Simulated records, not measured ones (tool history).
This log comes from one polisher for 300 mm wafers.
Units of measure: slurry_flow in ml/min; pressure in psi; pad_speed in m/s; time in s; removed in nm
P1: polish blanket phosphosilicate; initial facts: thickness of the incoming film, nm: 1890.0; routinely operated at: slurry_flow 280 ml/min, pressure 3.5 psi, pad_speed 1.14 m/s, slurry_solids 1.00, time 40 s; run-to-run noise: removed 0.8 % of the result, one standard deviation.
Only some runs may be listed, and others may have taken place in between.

run,hour,slurry_flow,pressure,pad_speed,slurry_solids,time,wafers polished on this pad,hours since the slurry nozzle was cleaned,hours since the head pressure was calibrated,hours since the slurry blender was calibrated,hours since the conditioning disc was replaced,removed
1,4.1,280,3.5,1.14,1.00,40,837,245.1,322.0,198.0,161.2,377.34
2,8.4,280,3.5,1.14,0.50,40,893,249.4,326.3,202.3,165.5,253.90
3,11.5,430,3.5,1.14,1.00,40,933,252.5,329.4,205.4,168.6,385.33
4,14.7,280,3.5,1.14,1.00,40,974,255.7,332.6,208.6,171.8,374.10
5,18.0,280,3.5,1.14,1.00,40,1017,259.0,335.9,211.9,175.1,377.39
6,21.1,280,3.5,1.76,0.55,40,1057,262.1,339.0,215.0,178.2,387.76
7,25.9,280,3.5,0.52,1.00,40,1119,266.9,343.8,219.8,183.0,198.52
8,28.5,170,3.5,1.14,1.00,40,1152,269.5,346.4,222.4,185.6,355.07
9,32.0,280,3.5,1.14,1.00,52,1198,273.0,349.9,225.9,189.1,486.97
10,36.5,280,3.5,1.14,1.00,19,1256,277.5,354.4,230.4,193.6,180.92
11,41.6,280,3.5,1.14,1.30,40,1322,282.6,359.5,235.5,198.7,429.13
12,45.1,280,5.4,1.14,1.00,40,1367,286.1,363.0,239.0,202.2,578.09
13,48.1,280,3.5,1.78,1.00,40,1406,289.1,366.0,242.0,205.2,530.81
14,53.0,280,3.5,1.14,1.00,40,1469,294.0,370.9,246.9,210.1,374.26
15,58.5,280,3.5,1.14,1.00,40,1540,299.5,376.4,252.4,215.6,375.47
16,61.7,280,1.6,1.14,1.00,40,1582,302.7,379.6,255.6,218.8,172.26
17,67.0,280,4.3,1.14,1.00,51,1650,308.0,384.9,260.9,224.1,587.18
18,70.4,280,3.5,0.56,0.65,40,1694,311.4,388.3,264.3,227.5,168.97

Predict the results of run 19:
19,74.0,280,3.5,1.14,1.00,40,1741,315.0,391.9,267.9,231.1,?

Run 19 came out at removed 371.90 nm.
